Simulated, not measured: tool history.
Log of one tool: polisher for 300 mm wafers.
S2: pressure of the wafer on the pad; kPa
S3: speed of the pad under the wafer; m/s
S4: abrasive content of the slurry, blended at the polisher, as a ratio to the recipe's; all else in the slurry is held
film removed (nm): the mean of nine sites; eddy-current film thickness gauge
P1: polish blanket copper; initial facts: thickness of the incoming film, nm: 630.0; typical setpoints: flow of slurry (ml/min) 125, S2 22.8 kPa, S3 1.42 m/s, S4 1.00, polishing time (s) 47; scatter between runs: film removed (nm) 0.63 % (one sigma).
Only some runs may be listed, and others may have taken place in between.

run 1 hour=10.8 | flow_of_slurry_(ml/min)=125 S2=22.8 S3=1.42 S4=1.00 polishing_time_(s)=47 | film_removed_(nm)=189.13
run 2 hour=20.8 | flow_of_slurry_(ml/min)=125 S2=22.8 S3=1.06 S4=1.00 polishing_time_(s)=47 | film_removed_(nm)=140.60
run 3 hour=30.6 | flow_of_slurry_(ml/min)=125 S2=22.8 S3=1.42 S4=0.55 polishing_time_(s)=47 | film_removed_(nm)=165.97
run 4 hour=39.4 | flow_of_slurry_(ml/min)=125 S2=22.8 S3=1.42 S4=1.40 polishing_time_(s)=30 | film_removed_(nm)=128.70
run 5 hour=48.4 | flow_of_slurry_(ml/min)=75 S2=22.8 S3=1.42 S4=1.00 polishing_time_(s)=47 | film_removed_(nm)=166.00
run 6 hour=57.6 | flow_of_slurry_(ml/min)=125 S2=15.9 S3=2.20 S4=1.00 polishing_time_(s)=47 | film_removed_(nm)=202.65
run 7 hour=68.4 | flow_of_slurry_(ml/min)=125 S2=31.7 S3=1.42 S4=1.00 polishing_time_(s)=47 | film_removed_(nm)=263.08
run 8 hour=75.4 | flow_of_slurry_(ml/min)=125 S2=22.8 S3=1.42 S4=1.00 polishing_time_(s)=73 | film_removed_(nm)=292.07
-- hour=76.4 slurry nozzle cleaned
run 9 hour=84.3 | flow_of_slurry_(ml/min)=125 S2=22.8 S3=1.42 S4=1.00 polishing_time_(s)=47 | film_removed_(nm)=190.57
run 10 hour=91.5 | flow_of_slurry_(ml/min)=125 S2=22.8 S3=1.42 S4=1.30 polishing_time_(s)=47 | film_removed_(nm)=198.72
run 11 hour=98.2 | flow_of_slurry_(ml/min)=125 S2=22.8 S3=1.42 S4=1.00 polishing_time_(s)=47 | film_removed_(nm)=188.11
run 12 hour=103.8 | flow_of_slurry_(ml/min)=125 S2=22.8 S3=1.42 S4=1.00 polishing_time_(s)=34 | film_removed_(nm)=137.66
run 13 hour=110.9 | flow_of_slurry_(ml/min)=125 S2=15.9 S3=1.42 S4=1.00 polishing_time_(s)=47 | film_removed_(nm)=130.42
run 14 hour=119.2 | flow_of_slurry_(ml/min)=125 S2=22.8 S3=1.42 S4=1.00 polishing_time_(s)=47 | film_removed_(nm)=189.58
run 15 hour=129.5 | flow_of_slurry_(ml/min)=170 S2=22.8 S3=1.42 S4=1.00 polishing_time_(s)=47 | film_removed_(nm)=200.30
run 16 hour=139.1 | flow_of_slurry_(ml/min)=125 S2=22.8 S3=0.90 S4=1.40 polishing_time_(s)=47 | film_removed_(nm)=128.32
run 17 hour=144.5 | flow_of_slurry_(ml/min)=125 S2=22.8 S3=2.22 S4=1.00 polishing_time_(s)=47 | film_removed_(nm)=297.25
run 18 hour=152.1 | flow_of_slurry_(ml/min)=125 S2=22.8 S3=1.42 S4=1.00 polishing_time_(s)=47 | film_removed_(nm)=187.51
run 19 hour=159.7 | flow_of_slurry_(ml/min)=125 S2=22.8 S3=1.42 S4=1.00 polishing_time_(s)=47 | film_removed_(nm)=179.57
run 20 hour=165.7 | flow_of_slurry_(ml/min)=125 S2=22.8 S3=1.42 S4=1.00 polishing_time_(s)=47 | film_removed_(nm)=175.26
-- hour=172.3 worn pad replaced by a new one
run 21 hour=175.1 | flow_of_slurry_(ml/min)=125 S2=22.8 S3=1.42 S4=1.00 polishing_time_(s)=47 | film_removed_(nm)=169.98
run 22 hour=185.8 | flow_of_slurry_(ml/min)=125 S2=22.8 S3=1.42 S4=1.00 polishing_time_(s)=47 | film_removed_(nm)=169.28
-- hour=187.9 slurry blender recalibrated
run 23 hour=192.8 | flow_of_slurry_(ml/min)=125 S2=22.8 S3=1.42 S4=1.00 polishing_time_(s)=47 | film_removed_(nm)=169.03
run 24 hour=203.7 | flow_of_slurry_(ml/min)=125 S2=22.8 S3=1.42 S4=1.00 polishing_time_(s)=47 | film_removed_(nm)=168.19

Something has made what P1 gives creep away from where it was; the 2 causes below, each at its own stated size, fit the log equally well:
A: slurry flow missing at the pad, % = 37.3
B: head's pressure below its setpoint, % = 11.2
The gradual shift began around hour 152.1.
What rules out each remaining cause:
removal rate lost through wear of the pad, %: maintenance at hour 172.3, after the shift began, did not return the process to its former output
abrasive missing from the slurry, %: maintenance at hour 187.9, after the shift began, did not return the process to its former output

The check runs listed below each take one wafer, and their results are still question marks. Under which run would the listed causes lead to clearly different results?
run check 1 hour=214.6 | flow_of_slurry_(ml/min)=125 S2=22.8 S3=1.42 S4=0.65 polishing_time_(s)=66 | film_removed_(nm)=?
run check 2 hour=214.6 | flow_of_slurry_(ml/min)=125 S2=29.6 S3=1.42 S4=1.00 polishing_time_(s)=37 | film_removed_(nm)=?
run check 3 hour=214.6 | flow_of_slurry_(ml/min)=75 S2=22.8 S3=1.42 S4=1.00 polishing_time_(s)=47 | film_removed_(nm)=?
run check 4 hour=214.6 | flow_of_slurry_(ml/min)=125 S2=22.8 S3=1.84 S4=1.00 polishing_time_(s)=47 | film_removed_(nm)=?

What every check run would give for each of its results, assuming each possible cause in turn:
check=check_1 result=film_removed_(nm) if_A=214.91 if_B=214.98
check=check_2 result=film_removed_(nm) if_A=171.76 if_B=171.82
check=check_3 result=film_removed_(nm) if_A=137.52 if_B=146.63
check=check_4 result=film_removed_(nm) if_A=216.96 if_B=217.04
Separation of the two closest causes in each check, using whichever result separates them best: check 1 0.04 %; check 2 0.04 %; check 3 6.41 %; check 4 0.04 %
Only check 3 tells the causes apart: in the others they would give nearly the same result.

Check 3 was carried out, with these results: film removed (nm) 145.22. Which of the listed causes is responsible?

B is the cause: head's pressure below its setpoint, %.

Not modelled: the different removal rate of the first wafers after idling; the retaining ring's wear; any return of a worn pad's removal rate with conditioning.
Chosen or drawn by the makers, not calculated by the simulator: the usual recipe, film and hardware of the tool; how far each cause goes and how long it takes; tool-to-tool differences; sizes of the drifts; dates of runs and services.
